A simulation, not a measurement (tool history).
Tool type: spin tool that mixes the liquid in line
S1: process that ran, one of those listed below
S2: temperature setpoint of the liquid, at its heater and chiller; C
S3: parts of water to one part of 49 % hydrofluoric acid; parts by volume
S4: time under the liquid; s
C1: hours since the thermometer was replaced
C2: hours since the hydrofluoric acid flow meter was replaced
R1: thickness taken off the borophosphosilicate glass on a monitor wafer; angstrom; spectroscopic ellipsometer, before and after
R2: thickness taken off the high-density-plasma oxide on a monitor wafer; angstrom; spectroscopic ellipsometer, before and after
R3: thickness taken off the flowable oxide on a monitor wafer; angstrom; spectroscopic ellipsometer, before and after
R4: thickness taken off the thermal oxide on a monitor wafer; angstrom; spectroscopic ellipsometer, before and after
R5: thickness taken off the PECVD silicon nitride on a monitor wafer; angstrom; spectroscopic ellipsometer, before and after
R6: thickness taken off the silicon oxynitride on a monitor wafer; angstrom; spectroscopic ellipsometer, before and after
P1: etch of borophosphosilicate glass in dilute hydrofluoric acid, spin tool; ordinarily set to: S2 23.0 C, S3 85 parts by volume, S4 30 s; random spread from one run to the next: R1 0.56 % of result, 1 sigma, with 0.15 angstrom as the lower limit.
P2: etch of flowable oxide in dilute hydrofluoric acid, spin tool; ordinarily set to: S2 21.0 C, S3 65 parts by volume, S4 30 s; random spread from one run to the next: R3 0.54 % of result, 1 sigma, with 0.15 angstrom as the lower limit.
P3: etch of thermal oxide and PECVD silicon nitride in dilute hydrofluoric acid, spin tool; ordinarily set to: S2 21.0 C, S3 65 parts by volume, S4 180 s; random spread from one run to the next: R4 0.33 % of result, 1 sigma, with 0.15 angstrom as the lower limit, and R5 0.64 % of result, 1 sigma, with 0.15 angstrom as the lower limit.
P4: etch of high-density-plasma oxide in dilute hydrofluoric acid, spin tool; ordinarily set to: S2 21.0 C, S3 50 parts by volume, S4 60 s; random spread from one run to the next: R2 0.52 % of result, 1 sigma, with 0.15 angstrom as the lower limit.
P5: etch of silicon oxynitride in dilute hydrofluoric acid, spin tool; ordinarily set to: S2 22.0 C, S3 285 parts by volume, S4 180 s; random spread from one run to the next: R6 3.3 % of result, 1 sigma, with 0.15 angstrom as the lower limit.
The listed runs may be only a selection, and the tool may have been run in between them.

run,hour,S1,S2,S3,S4,C1,C2,R1,R2,R3,R4,R5,R6
1,3.6,P1,23.0,85,30,809.9,390.7,128.880,,,,,
2,8.2,P4,21.0,50,60,814.5,395.3,,81.492,,,,
3,10.9,P2,21.0,65,30,817.2,398.0,,,142.210,,,
4,15.8,P3,21.0,25,180,822.1,402.9,,,,318.40,104.590,
5,18.4,P3,27.0,65,180,824.7,405.5,,,,149.35,61.533,
6,22.8,P4,21.0,50,60,829.1,409.9,,81.249,,,,
7,26.6,P3,21.0,65,180,832.9,413.7,,,,115.99,41.177,
8,30.7,P1,23.0,85,55,837.0,417.8,236.380,,,,,
9,33.9,P5,22.0,285,180,840.2,421.0,,,,,,7.5835
10,36.1,P1,23.0,85,30,842.4,423.2,127.130,,,,,
11,39.0,P1,23.0,85,15,845.3,426.1,64.391,,,,,
12,42.2,P1,23.0,85,30,848.5,429.3,127.300,,,,,
13,46.1,P1,23.0,145,30,852.4,433.2,70.204,,,,,
14,50.3,P3,21.0,65,180,856.6,437.4,,,,116.11,41.268,
15,53.7,P5,22.0,285,320,860.0,440.8,,,,,,14.0080
16,58.2,P4,21.0,50,115,864.5,445.3,,157.900,,,,
17,61.7,P2,21.0,65,15,868.0,448.8,,,71.489,,,
18,66.3,P2,21.0,65,30,872.6,453.4,,,143.180,,,
19,68.7,P1,23.0,85,30,875.0,455.8,127.580,,,,,
20,71.9,P1,23.0,25,30,878.2,459.0,469.650,,,,,
21,76.0,P4,21.0,85,60,882.3,463.1,,45.937,,,,
22,78.5,P1,30.5,85,30,884.8,465.6,172.770,,,,,

Run 23 comes next. What will it give?
23,82.2,P2,21.0,25,30,888.5,469.3,,,?,,,

{"run 23": {"R3": 388.76}}
